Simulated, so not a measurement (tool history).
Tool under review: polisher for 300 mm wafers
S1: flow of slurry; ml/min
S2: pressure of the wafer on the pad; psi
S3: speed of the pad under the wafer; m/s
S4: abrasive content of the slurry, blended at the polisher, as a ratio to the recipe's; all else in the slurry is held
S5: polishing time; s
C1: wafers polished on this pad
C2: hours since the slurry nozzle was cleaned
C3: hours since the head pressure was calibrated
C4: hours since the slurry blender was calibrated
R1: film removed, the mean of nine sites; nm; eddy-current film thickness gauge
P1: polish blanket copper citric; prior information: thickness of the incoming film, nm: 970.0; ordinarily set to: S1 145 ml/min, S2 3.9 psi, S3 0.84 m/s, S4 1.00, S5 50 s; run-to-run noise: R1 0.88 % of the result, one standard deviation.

run,hour,S1,S2,S3,S4,S5,C1,C2,C3,C4,R1
1,6.6,145,3.9,0.84,1.00,50,334,167.6,841.6,243.9,110.970
2,13.0,145,3.9,0.84,1.00,50,406,174.0,848.0,250.3,110.860
3,17.8,145,3.9,0.84,1.00,76,460,178.8,852.8,255.1,167.030
4,22.0,145,3.9,0.84,1.00,50,507,183.0,857.0,259.3,109.670
5,26.5,145,3.9,0.84,1.30,50,558,187.5,861.5,263.8,116.180
6,30.8,110,3.9,1.14,1.00,50,606,191.8,865.8,268.1,142.730
7,35.2,145,3.9,0.84,1.00,27,656,196.2,870.2,272.5,59.267
8,39.1,145,6.1,0.84,1.00,50,700,200.1,874.1,276.4,169.820
9,43.1,145,3.9,0.84,1.00,50,745,204.1,878.1,280.4,109.100
10,46.0,145,4.9,0.84,0.70,50,778,207.0,881.0,283.3,126.840
11,49.4,220,3.9,0.84,1.00,50,816,210.4,884.4,286.7,117.690
# hour 50.8: head pressure recalibrated
12,55.7,85,3.9,0.84,1.00,50,887,216.7,5.0,293.0,97.265
13,60.4,145,3.9,0.84,0.75,50,940,221.4,9.7,297.7,103.270
14,66.2,145,3.9,1.06,1.00,50,1005,227.2,15.5,303.5,138.490
15,71.4,145,2.0,0.84,1.00,50,1064,232.4,20.7,308.7,57.835
16,74.4,225,5.1,0.84,1.00,50,1098,235.4,23.7,311.7,152.620
17,77.4,145,3.9,0.38,1.00,50,1132,238.4,26.7,314.7,52.192
18,83.3,145,3.9,0.84,1.00,50,1198,244.3,32.6,320.6,109.840
19,87.1,145,3.9,0.84,1.00,50,1241,248.1,36.4,324.4,106.900
20,91.0,145,3.9,0.84,1.00,50,1285,252.0,40.3,328.3,105.150
21,97.0,145,3.9,0.84,1.00,50,1353,258.0,46.3,334.3,101.130
22,103.1,145,3.9,0.84,1.00,50,1421,264.1,52.4,340.4,99.362
23,107.4,145,3.9,0.84,1.00,50,1470,268.4,56.7,344.7,100.280
# hour 112.8: slurry blender recalibrated
# hour 113.0: head pressure recalibrated
24,113.1,145,3.9,0.84,1.00,50,1534,274.1,0.1,0.4,99.615
25,118.0,145,3.9,0.84,1.00,50,1589,279.0,5.0,5.3,99.447
26,121.7,145,3.9,0.84,1.00,50,1631,282.7,8.7,9.0,99.984
27,126.9,145,3.9,0.84,1.00,50,1690,287.9,13.9,14.2,97.515

The log shows P1 creeping away from where it was. Any of the 2 causes listed here, at the size stated for it, fits the log just as well as the others:
A: removal rate lost through wear of the pad, % = 10.2
B: slurry flow missing at the pad, % = 38
The process output started creeping at around hour 83.3.
Excluded causes, each with its reason:
head's pressure below its setpoint, %: its service at hour 113.0 followed the start of the drift and did not put the process back to its old value
abrasive missing from the slurry, %: its service at hour 112.8 followed the start of the drift and did not put the process back to its old value

Below are 4 check runs, each averaged over 5 wafers, with their results shown as question marks. Which of them would give clearly different results depending on which cause is behind the drift?
check 1,132.1,210,3.9,0.84,1.00,35,,,,,?
check 2,132.1,145,2.2,0.84,1.00,73,,,,,?
check 3,132.1,145,3.9,0.56,1.00,64,,,,,?
check 4,132.1,145,3.9,0.52,1.00,72,,,,,?

How each check would come out, cause by cause:
check,result,if A,if B
check 1,R1,73.415,75.750
check 2,R1,83.063,83.115
check 3,R1,85.553,85.607
check 4,R1,89.598,89.654
How far apart the two closest causes lie, in the result that separates them most: check 1 3.13 %; check 2 0.06 %; check 3 0.06 %; check 4 0.06 %
Check 1 is the one run that separates the causes; every other check would come out nearly the same whichever cause is at work.

Check 1 was carried out, with these results: R1 73.117 nm. Which of the listed causes is responsible?

It was cause A: removal rate lost through wear of the pad, %.

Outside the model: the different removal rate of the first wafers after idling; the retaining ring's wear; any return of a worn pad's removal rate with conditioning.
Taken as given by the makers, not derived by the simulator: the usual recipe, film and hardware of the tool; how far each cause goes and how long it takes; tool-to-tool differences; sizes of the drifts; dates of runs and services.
